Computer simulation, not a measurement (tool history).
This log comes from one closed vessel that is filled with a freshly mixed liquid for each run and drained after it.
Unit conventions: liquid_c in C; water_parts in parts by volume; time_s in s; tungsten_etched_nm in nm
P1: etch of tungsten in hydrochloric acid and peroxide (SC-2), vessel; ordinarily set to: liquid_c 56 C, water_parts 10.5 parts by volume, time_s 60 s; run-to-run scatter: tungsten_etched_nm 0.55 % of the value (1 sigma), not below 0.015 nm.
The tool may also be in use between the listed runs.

run,hour,liquid_c,water_parts,time_s,hours since the thermometer was replaced,hours since the chemicals flow meter was replaced,hours since the drum of peroxide was connected,tungsten_etched_nm
1,4.7,56,10.5,60,421.1,397.8,575,19.538
2,8.5,56,10.5,30,424.9,401.6,578.8,9.8128
3,15.6,44,10.5,90,432,408.7,585.9,13.057
4,22.9,56,17,60,439.3,416,593.2,12.891
5,26.1,56,10.5,90,442.5,419.2,596.4,29.292
6,32.7,46.5,10.5,60,449.1,425.8,603,10.507
7,36.3,56,10.5,60,452.7,429.4,606.6,19.526
# hour 37.7: chemicals flow meter replaced
8,40,67,10.5,60,456.4,2.3,610.3,38.733
9,46,56,10.5,60,462.4,8.3,616.3,19.778
10,50.5,56,4,60,466.9,12.8,620.8,40.922
11,57.8,56,10.5,60,474.2,20.1,628.1,19.386
12,64.9,56,18.5,105,481.3,27.2,635.2,21.021
13,70.8,56,10.5,60,487.2,33.1,641.1,19.425
14,76.4,56,10.5,60,492.8,38.7,646.7,18.797
15,83.2,56,10.5,60,499.6,45.5,653.5,18.58
16,86.6,56,10.5,60,503,48.9,656.9,18.333
# hour 89.7: new drum of peroxide connected
17,91.9,56,10.5,60,508.3,54.2,2.2,18.205
18,95.3,56,10.5,60,511.7,57.6,5.6,18.09
19,100.3,56,10.5,60,516.7,62.6,10.6,17.981
20,106.8,56,10.5,60,523.2,69.1,17.1,17.932

Forecast run 21:
21,110.5,56,10.5,60,526.9,72.8,20.8,?

Run 21 measured tungsten_etched_nm 18.183 nm.
